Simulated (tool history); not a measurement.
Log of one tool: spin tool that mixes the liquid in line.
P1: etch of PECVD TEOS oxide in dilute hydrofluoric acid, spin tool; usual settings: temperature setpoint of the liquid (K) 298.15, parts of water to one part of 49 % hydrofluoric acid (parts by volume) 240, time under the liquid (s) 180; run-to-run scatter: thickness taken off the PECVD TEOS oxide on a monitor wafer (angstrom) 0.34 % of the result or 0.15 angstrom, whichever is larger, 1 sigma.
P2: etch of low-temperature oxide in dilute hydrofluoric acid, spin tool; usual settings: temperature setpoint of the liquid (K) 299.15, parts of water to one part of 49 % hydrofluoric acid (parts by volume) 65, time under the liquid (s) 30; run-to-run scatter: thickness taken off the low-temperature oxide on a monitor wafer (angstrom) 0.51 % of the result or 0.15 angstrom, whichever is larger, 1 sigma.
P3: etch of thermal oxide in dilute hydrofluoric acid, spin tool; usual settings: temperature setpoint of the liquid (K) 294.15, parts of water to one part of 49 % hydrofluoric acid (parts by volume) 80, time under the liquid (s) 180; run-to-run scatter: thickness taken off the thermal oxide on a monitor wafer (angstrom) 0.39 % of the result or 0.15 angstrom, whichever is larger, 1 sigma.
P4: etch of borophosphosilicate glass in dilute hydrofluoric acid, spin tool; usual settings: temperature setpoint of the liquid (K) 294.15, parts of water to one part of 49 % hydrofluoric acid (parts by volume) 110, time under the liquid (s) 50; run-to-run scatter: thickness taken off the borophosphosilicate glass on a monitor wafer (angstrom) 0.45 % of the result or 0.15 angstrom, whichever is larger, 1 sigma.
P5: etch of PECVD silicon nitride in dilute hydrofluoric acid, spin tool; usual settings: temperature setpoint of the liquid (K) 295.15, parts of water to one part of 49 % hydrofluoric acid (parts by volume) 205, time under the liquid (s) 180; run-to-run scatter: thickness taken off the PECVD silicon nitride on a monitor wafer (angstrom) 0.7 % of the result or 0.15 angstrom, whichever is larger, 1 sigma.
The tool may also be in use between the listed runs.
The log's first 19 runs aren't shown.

| run | hour | process that ran | temperature setpoint of the liquid (K) | parts of water to one part of 49 % hydrofluoric acid (parts by volume) | time under the liquid (s) | hours since the thermometer was replaced | hours since the hydrofluoric acid flow meter was replaced | thickness taken off the PECVD TEOS oxide on a monitor wafer (angstrom) | thickness taken off the low-temperature oxide on a monitor wafer (angstrom) | thickness taken off the thermal oxide on a monitor wafer (angstrom) | thickness taken off the PECVD silicon nitride on a monitor wafer (angstrom) | thickness taken off the borophosphosilicate glass on a monitor wafer (angstrom) |
|---|---|---|---|---|---|---|---|---|---|---|---|---|
| 20 | 268.7 | P1 | 298.15 | 240 | 180 | 1595.1 | 606.5 | 120.38 |  |  |  |  |
| 21 | 278.4 | P3 | 294.15 | 80 | 180 | 1604.8 | 616.2 |  |  | 96.451 |  |  |
| 22 | 287.1 | P1 | 298.15 | 240 | 180 | 1613.5 | 624.9 | 119.77 |  |  |  |  |
| 23 | 303.5 | P5 | 299.15 | 205 | 180 | 1629.9 | 641.3 |  |  |  | 45.13 |  |
| 24 | 314.5 | P1 | 290.65 | 240 | 180 | 1640.9 | 652.3 | 90.833 |  |  |  |  |
| 25 | 323.1 | P3 | 301.15 | 80 | 180 | 1649.5 | 660.9 |  |  | 127.44 |  |  |
| 26 | 341.9 | P2 | 299.15 | 65 | 60 | 1668.3 | 679.7 |  | 172.84 |  |  |  |
| 27 | 353.5 | P3 | 294.15 | 140 | 180 | 1679.9 | 691.3 |  |  | 51.647 |  |  |
| 28 | 361.8 | P2 | 299.15 | 65 | 30 | 1688.2 | 699.6 |  | 86.032 |  |  |  |
| 29 | 375 | P4 | 294.15 | 110 | 75 | 1701.4 | 712.8 |  |  |  |  | 499.94 |
| 30 | 387.3 | P4 | 294.15 | 165 | 50 | 1713.7 | 725.1 |  |  |  |  | 210.37 |

Forecast run 31:
| 31 | 400.1 | P4 | 301.15 | 110 | 50 | 1726.5 | 737.9 |  |  |  |  | ? |

{"run 31": {"thickness taken off the borophosphosilicate glass on a monitor wafer (angstrom)": 440.24}}
